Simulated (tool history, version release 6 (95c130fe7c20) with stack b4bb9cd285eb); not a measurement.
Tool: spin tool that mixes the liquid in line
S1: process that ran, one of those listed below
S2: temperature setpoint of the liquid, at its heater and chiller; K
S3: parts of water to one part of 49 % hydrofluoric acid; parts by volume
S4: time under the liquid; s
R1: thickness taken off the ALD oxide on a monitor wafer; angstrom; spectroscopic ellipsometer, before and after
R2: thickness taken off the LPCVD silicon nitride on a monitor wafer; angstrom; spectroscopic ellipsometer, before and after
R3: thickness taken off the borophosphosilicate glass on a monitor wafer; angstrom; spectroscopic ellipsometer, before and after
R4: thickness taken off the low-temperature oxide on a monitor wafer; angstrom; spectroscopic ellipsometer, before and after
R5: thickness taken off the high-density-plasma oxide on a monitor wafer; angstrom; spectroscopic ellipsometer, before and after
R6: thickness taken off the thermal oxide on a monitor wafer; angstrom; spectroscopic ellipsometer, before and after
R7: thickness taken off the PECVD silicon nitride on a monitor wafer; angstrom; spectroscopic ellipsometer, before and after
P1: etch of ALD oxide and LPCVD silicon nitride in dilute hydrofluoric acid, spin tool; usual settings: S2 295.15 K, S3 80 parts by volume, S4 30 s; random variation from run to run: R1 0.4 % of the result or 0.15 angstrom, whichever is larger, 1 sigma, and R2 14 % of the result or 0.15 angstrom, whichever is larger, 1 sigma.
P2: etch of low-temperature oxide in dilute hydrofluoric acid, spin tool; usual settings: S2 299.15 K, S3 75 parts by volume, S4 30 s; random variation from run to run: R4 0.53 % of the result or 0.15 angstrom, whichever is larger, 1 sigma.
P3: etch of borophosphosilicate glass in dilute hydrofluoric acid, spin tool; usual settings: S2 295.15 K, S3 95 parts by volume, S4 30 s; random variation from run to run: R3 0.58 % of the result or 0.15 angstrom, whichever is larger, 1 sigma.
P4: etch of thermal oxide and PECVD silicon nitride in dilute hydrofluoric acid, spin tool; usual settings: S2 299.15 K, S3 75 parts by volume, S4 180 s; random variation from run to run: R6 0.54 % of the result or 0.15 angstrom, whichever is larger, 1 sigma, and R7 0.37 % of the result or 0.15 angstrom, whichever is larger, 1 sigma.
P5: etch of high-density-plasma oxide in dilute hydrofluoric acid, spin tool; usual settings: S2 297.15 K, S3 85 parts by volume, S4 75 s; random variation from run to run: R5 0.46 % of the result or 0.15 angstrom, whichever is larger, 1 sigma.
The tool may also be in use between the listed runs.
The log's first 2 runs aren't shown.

run,day,S1,S2,S3,S4,R1,R2,R3,R4,R5,R6,R7
3,0.488,P3,295.15,95,30,,,249.41,,,,
4,0.6,P2,306.15,75,30,,,,133.29,,,
5,0.775,P5,302.65,85,75,,,,,76.905,,
6,0.917,P4,305.15,75,180,,,,,,162.58,150.6
7,1.012,P1,301.15,125,30,71.35,1.4345,,,,,
8,1.125,P1,295.15,80,30,93.367,0.77026,,,,,
9,1.208,P5,297.15,85,75,,,,,61.33,,
10,1.383,P1,295.15,80,30,93.091,1.33,,,,,
11,1.5,P2,299.15,75,30,,,,102.56,,,
12,1.596,P1,295.15,125,30,56.661,1.0807,,,,,
13,1.733,P1,295.15,80,50,155.7,2.4742,,,,,
14,1.9,P1,295.15,80,30,93.209,1.5911,,,,,
15,1.988,P4,299.15,75,20,,,,,,14.154,11.166
16,2.133,P1,290.15,80,30,75.581,1.1947,,,,,
17,2.3,P4,299.15,115,180,,,,,,79.382,68.113
18,2.492,P1,302.15,80,30,124.06,2.4292,,,,,
19,2.633,P5,297.15,85,135,,,,,110.93,,
20,2.808,P1,295.15,80,30,93.559,0.94737,,,,,
21,2.967,P1,295.15,130,15,27.017,0.37029,,,,,
22,3.133,P1,295.15,50,30,154.77,2.2341,,,,,
23,3.242,P3,295.15,95,15,,,123.9,,,,
24,3.404,P5,297.15,55,75,,,,,99.296,,
25,3.588,P4,299.15,75,180,,,,,,129.04,103.33
26,3.742,P3,300.15,95,30,,,308.15,,,,
27,3.9,P3,295.15,150,30,,,147.39,,,,

Run 28 comes next. What will it give?
28,4.088,P1,295.15,40,15,?,?,,,,,

Run 28 gave R1 98.093 angstrom, R2 1.7254 angstrom.
